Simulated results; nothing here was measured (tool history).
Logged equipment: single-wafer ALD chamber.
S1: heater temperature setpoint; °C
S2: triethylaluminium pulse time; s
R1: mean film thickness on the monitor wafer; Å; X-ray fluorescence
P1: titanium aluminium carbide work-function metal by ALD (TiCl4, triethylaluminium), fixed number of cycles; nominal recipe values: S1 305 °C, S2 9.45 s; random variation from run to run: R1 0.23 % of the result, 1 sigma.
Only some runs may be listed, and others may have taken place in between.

| run | day | S1 | S2 | R1 |
|---|---|---|---|---|
| 1 | 0.304 | 305 | 9.45 | 20.757 |
| 2 | 0.546 | 305 | 15.09 | 21.365 |
| 3 | 0.838 | 305 | 9.45 | 20.712 |
| 4 | 1.158 | 324 | 9.45 | 22.384 |
| 5 | 1.479 | 305 | 9.45 | 20.764 |
| 6 | 1.671 | 295 | 4.12 | 15.613 |
| 7 | 2.012 | 305 | 5.94 | 18.75 |
| 8 | 2.362 | 280 | 9.45 | 18.494 |
| 9 | 2.608 | 305 | 9.45 | 20.77 |

Run 10 comes next. What will it give?
| 10 | 2.917 | 305 | 9.45 | ? |

For run 10 the tool returned R1 20.745 Å.
